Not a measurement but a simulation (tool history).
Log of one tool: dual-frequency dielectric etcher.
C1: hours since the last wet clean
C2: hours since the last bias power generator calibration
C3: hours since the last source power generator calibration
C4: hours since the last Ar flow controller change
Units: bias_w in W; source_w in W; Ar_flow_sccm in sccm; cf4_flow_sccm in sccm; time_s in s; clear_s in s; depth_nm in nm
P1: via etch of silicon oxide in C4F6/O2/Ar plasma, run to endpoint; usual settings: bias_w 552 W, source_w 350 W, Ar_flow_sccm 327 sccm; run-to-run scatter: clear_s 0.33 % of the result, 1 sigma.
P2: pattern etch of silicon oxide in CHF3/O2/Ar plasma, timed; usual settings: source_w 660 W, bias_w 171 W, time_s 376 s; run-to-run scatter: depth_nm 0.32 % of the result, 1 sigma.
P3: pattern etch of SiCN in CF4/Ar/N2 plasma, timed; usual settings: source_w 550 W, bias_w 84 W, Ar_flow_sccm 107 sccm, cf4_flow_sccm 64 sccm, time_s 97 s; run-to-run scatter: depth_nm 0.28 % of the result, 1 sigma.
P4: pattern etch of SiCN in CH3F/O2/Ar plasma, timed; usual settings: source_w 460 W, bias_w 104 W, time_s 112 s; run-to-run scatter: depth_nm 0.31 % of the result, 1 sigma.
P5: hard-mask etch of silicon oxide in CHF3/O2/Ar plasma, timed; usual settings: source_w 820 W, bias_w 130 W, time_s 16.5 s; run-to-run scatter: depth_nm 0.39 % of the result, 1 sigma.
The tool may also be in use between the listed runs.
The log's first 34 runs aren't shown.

Run 35, hour 265.3: process P1, bias_w 552 W, source_w 350 W, Ar_flow_sccm 327 sccm; C1 616.2; C2 48.1; C3 160; C4 59.1. Result: clear_s 17.058 s.
Run 36, hour 273.1: process P1, bias_w 552 W, source_w 350 W, Ar_flow_sccm 327 sccm; C1 624; C2 55.9; C3 167.8; C4 66.9. Result: clear_s 16.897 s.
Run 37, hour 282.2: process P1, bias_w 552 W, source_w 350 W, Ar_flow_sccm 327 sccm; C1 633.1; C2 65; C3 176.9; C4 76. Result: clear_s 16.895 s.
Run 38, hour 290.2: process P1, bias_w 552 W, source_w 350 W, Ar_flow_sccm 327 sccm; C1 641.1; C2 73; C3 184.9; C4 84. Result: clear_s 16.84 s.
Run 39, hour 300: process P1, bias_w 552 W, source_w 350 W, Ar_flow_sccm 327 sccm; C1 650.9; C2 82.8; C3 194.7; C4 93.8. Result: clear_s 16.794 s.
Run 40, hour 308.5: process P1, bias_w 552 W, source_w 350 W, Ar_flow_sccm 327 sccm; C1 659.4; C2 91.3; C3 203.2; C4 102.3. Result: clear_s 16.738 s.
At hour 309.7: wet clean of the chamber.
Run 41, hour 314.1: process P1, bias_w 552 W, source_w 350 W, Ar_flow_sccm 327 sccm; C1 4.4; C2 96.9; C3 208.8; C4 107.9. Result: clear_s 16.775 s.
Run 42, hour 320.2: process P1, bias_w 552 W, source_w 350 W, Ar_flow_sccm 327 sccm; C1 10.5; C2 103; C3 214.9; C4 114. Result: clear_s 16.906 s.
At hour 320.7: Ar flow controller replaced.
Run 43, hour 330.3: process P1, bias_w 552 W, source_w 350 W, Ar_flow_sccm 327 sccm; C1 20.6; C2 113.1; C3 225; C4 9.6. Result: clear_s 16.746 s.
Run 44, hour 335.3: process P1, bias_w 552 W, source_w 350 W, Ar_flow_sccm 327 sccm; C1 25.6; C2 118.1; C3 230; C4 14.6. Result: clear_s 16.653 s.

Run 45 comes next. What will it give?
Run 45, hour 344.1: process P1, bias_w 552 W, source_w 350 W, Ar_flow_sccm 327 sccm; C1 34.4; C2 126.9; C3 238.8; C4 23.4. Result: clear_s ?.

Run 45 gave clear_s 16.807 s.
